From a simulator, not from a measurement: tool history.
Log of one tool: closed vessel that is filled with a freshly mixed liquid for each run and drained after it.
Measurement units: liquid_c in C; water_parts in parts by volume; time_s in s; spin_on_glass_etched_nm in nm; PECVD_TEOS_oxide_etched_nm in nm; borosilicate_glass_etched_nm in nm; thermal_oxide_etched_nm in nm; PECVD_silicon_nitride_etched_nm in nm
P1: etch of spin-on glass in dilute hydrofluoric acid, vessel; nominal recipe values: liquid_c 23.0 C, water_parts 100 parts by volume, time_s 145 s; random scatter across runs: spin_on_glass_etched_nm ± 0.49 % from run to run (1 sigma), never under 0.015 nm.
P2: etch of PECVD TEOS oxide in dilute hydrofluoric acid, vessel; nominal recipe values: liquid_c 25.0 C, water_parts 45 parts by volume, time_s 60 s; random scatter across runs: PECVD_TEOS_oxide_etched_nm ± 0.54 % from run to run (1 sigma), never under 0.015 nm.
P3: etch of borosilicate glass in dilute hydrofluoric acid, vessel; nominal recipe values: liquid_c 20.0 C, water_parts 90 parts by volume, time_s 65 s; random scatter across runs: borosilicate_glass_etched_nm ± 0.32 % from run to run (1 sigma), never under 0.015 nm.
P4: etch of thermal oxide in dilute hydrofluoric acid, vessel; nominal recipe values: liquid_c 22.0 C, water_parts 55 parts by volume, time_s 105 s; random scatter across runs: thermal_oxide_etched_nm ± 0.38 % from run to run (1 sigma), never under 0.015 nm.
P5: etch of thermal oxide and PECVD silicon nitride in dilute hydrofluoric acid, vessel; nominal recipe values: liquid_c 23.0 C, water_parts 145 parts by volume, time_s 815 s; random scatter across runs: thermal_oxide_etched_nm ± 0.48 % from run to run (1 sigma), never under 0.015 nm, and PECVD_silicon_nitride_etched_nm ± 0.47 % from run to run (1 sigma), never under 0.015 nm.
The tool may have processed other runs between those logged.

| run | day | process | liquid_c | water_parts | time_s | hours since the thermometer was replaced | hours since the hydrofluoric acid flow meter was replaced | spin_on_glass_etched_nm | PECVD_TEOS_oxide_etched_nm | borosilicate_glass_etched_nm | thermal_oxide_etched_nm | PECVD_silicon_nitride_etched_nm |
|---|---|---|---|---|---|---|---|---|---|---|---|---|
| 1 | 0.383 | P1 | 23.0 | 100 | 145 | 263.6 | 581.4 | 57.007 |  |  |  |  |
| 2 | 0.783 | P2 | 25.0 | 20 | 60 | 273.2 | 591.0 |  | 97.519 |  |  |  |
| 3 | 1.092 | P1 | 23.0 | 100 | 145 | 280.6 | 598.4 | 57.417 |  |  |  |  |
| 4 | 1.608 | P3 | 20.0 | 20 | 65 | 293.0 | 610.8 |  |  | 79.6240 |  |  |
| 5 | 2.021 | P3 | 20.0 | 90 | 30 | 302.9 | 620.7 |  |  | 7.5553 |  |  |
| 6 | 2.496 | P5 | 23.0 | 145 | 815 | 314.3 | 632.1 |  |  |  | 22.5910 | 18.3900 |
| 7 | 2.879 | P2 | 32.5 | 45 | 60 | 323.5 | 641.3 |  | 56.750 |  |  |  |
| 8 | 3.321 | P4 | 22.0 | 55 | 105 | 334.1 | 651.9 |  |  |  | 8.8029 |  |
| 9 | 3.808 | P5 | 23.0 | 145 | 815 | 345.8 | 663.6 |  |  |  | 22.5820 | 18.3340 |
| 10 | 4.383 | P3 | 20.0 | 90 | 65 | 359.6 | 677.4 |  |  | 16.2480 |  |  |
| 11 | 4.792 | P1 | 23.0 | 25 | 145 | 369.4 | 687.2 | 250.210 |  |  |  |  |
| 12 | 5.221 | P4 | 17.0 | 55 | 105 | 379.7 | 697.5 |  |  |  | 7.1462 |  |
| 13 | 5.550 | P1 | 17.5 | 100 | 145 | 387.6 | 705.4 | 45.338 |  |  |  |  |
| 14 | 5.875 | P1 | 18.0 | 155 | 145 | 395.4 | 713.2 | 28.207 |  |  |  |  |
| 15 | 6.167 | P1 | 23.0 | 100 | 145 | 402.4 | 720.2 | 57.259 |  |  |  |  |
| 16 | 6.475 | P5 | 23.0 | 260 | 815 | 409.8 | 727.6 |  |  |  | 11.1970 | 10.4150 |
| 17 | 6.904 | P1 | 29.0 | 155 | 145 | 420.1 | 737.9 | 43.470 |  |  |  |  |
| 18 | 7.392 | P5 | 23.0 | 145 | 245 | 431.8 | 749.6 |  |  |  | 6.7315 | 5.5578 |
| 19 | 7.758 | P3 | 17.0 | 90 | 65 | 440.6 | 758.4 |  |  | 14.3420 |  |  |
| 20 | 8.246 | P1 | 30.0 | 100 | 145 | 452.3 | 770.1 | 74.750 |  |  |  |  |
| 21 | 8.829 | P1 | 23.0 | 100 | 285 | 466.3 | 784.1 | 112.710 |  |  |  |  |
| 22 | 9.338 | P2 | 25.0 | 45 | 115 | 478.5 | 796.3 |  | 79.855 |  |  |  |
| 23 | 9.862 | P2 | 25.0 | 45 | 60 | 491.1 | 808.9 |  | 41.683 |  |  |  |
| 24 | 10.333 | P5 | 29.5 | 145 | 815 | 502.4 | 820.2 |  |  |  | 28.7780 | 27.7860 |
| 25 | 10.717 | P1 | 27.0 | 170 | 145 | 511.6 | 829.4 | 35.899 |  |  |  |  |
| 26 | 11.200 | P1 | 23.0 | 100 | 145 | 523.2 | 841.0 | 56.990 |  |  |  |  |
| 27 | 11.733 | P4 | 22.0 | 55 | 30 | 536.0 | 853.8 |  |  |  | 2.5234 |  |
| 28 | 12.104 | P1 | 23.0 | 100 | 30 | 544.9 | 862.7 | 11.789 |  |  |  |  |
| 29 | 12.725 | P1 | 23.0 | 100 | 145 | 559.8 | 877.6 | 56.327 |  |  |  |  |
| 30 | 13.112 | P4 | 22.0 | 95 | 105 | 569.1 | 886.9 |  |  |  | 4.8834 |  |
| 31 | 13.554 | P1 | 23.0 | 170 | 145 | 579.7 | 897.5 | 31.083 |  |  |  |  |
| 32 | 14.129 | P1 | 23.0 | 100 | 145 | 593.5 | 911.3 | 57.001 |  |  |  |  |
| 33 | 14.788 | P1 | 23.0 | 100 | 145 | 609.3 | 927.1 | 55.761 |  |  |  |  |
| 34 | 15.275 | P1 | 23.0 | 100 | 145 | 621.0 | 938.8 | 54.641 |  |  |  |  |
| 35 | 15.812 | P1 | 23.0 | 100 | 145 | 633.9 | 951.7 | 54.322 |  |  |  |  |
| 36 | 16.408 | P1 | 23.0 | 100 | 145 | 648.2 | 966.0 | 54.154 |  |  |  |  |
| 37 | 16.996 | P1 | 23.0 | 100 | 145 | 662.3 | 980.1 | 54.013 |  |  |  |  |

Run 38 comes next. What will it give?
| 38 | 17.575 | P1 | 23.0 | 100 | 145 | 676.2 | 994.0 | ? |  |  |  |  |

spin_on_glass_etched_nm: 53.511 nm
